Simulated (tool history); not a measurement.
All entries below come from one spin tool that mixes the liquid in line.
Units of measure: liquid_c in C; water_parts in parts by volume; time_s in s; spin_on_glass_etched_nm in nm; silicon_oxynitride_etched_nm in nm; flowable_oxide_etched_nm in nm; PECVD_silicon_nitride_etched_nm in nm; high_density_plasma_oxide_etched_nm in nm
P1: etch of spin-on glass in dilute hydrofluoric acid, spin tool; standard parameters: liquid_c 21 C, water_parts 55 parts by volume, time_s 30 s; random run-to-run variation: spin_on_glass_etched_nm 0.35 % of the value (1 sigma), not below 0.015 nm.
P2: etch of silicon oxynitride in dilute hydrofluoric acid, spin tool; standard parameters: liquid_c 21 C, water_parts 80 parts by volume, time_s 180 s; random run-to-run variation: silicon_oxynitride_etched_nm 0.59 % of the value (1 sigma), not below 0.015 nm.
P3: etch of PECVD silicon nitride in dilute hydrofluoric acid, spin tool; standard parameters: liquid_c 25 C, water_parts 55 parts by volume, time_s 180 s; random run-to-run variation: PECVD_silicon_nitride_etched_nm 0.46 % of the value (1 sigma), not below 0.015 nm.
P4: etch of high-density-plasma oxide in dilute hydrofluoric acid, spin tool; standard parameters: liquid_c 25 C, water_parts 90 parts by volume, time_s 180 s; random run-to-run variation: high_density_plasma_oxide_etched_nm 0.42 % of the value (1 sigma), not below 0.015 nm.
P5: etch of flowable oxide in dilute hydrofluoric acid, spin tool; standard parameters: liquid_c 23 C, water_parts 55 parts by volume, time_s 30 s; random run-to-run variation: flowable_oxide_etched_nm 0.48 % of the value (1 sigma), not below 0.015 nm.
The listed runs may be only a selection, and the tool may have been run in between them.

run	hour	process	liquid_c	water_parts	time_s	hours since the thermometer was replaced	hours since the hydrofluoric acid flow meter was replaced	spin_on_glass_etched_nm	silicon_oxynitride_etched_nm	flowable_oxide_etched_nm	PECVD_silicon_nitride_etched_nm	high_density_plasma_oxide_etched_nm
1	4.2	P1	21	55	30	1852	397.9	23.687				
2	10.2	P2	21	80	180	1858	403.9		5.4533			
3	16.6	P1	21	55	30	1864.4	410.3	23.772				
4	23	P5	23	55	30	1870.8	416.7			15.608		
5	31.2	P3	25	55	350	1879	424.9				17.512	
6	35.6	P1	21	75	30	1883.4	429.3	17.04				
7	43.1	P4	25	130	180	1890.9	436.8					13.696
8	47.5	P1	21	55	30	1895.3	441.2	23.718				
9	54.4	P5	28	55	30	1902.2	448.1			19.104		
10	60.3	P4	30	90	180	1908.1	454					25.199
11	65.4	P2	21	80	345	1913.2	459.1		10.412			
12	71.7	P1	17	55	30	1919.5	465.4	20.098				
13	80	P2	26.5	80	180	1927.8	473.7		7.1188			
14	84.5	P1	21	35	30	1932.3	478.2	38.299				
15	92.2	P4	25	90	15	1940	485.9					1.7261
16	97.3	P5	23	55	30	1945.1	491			15.771		
17	105.2	P3	32	55	180	1953	498.9				14.286	
18	110.7	P1	21	20	15	1958.5	504.4	33.821				
19	117.8	P1	17	55	55	1965.6	511.5	36.648				
20	125.2	P1	21	55	15	1973	518.9	11.884				
21	132.4	P4	25	90	180	1980.2	526.1					20.879
22	138.5	P2	21	25	180	1986.3	532.2		18.028			
23	142.7	P5	23	55	60	1990.5	536.4			31.62		
24	149.6	P4	25	90	180	1997.4	543.3					20.828
25	156	P1	27.5	55	30	2003.8	549.7	30.98				
26	162.3	P1	21	20	15	2010.1	556	34.2				

Run 27, settings as shown, results not yet in. Your forecast:
27	170.4	P1	21	55	45	2018.2	564.1	?				

{"run 27": {"spin_on_glass_etched_nm": 35.74}}

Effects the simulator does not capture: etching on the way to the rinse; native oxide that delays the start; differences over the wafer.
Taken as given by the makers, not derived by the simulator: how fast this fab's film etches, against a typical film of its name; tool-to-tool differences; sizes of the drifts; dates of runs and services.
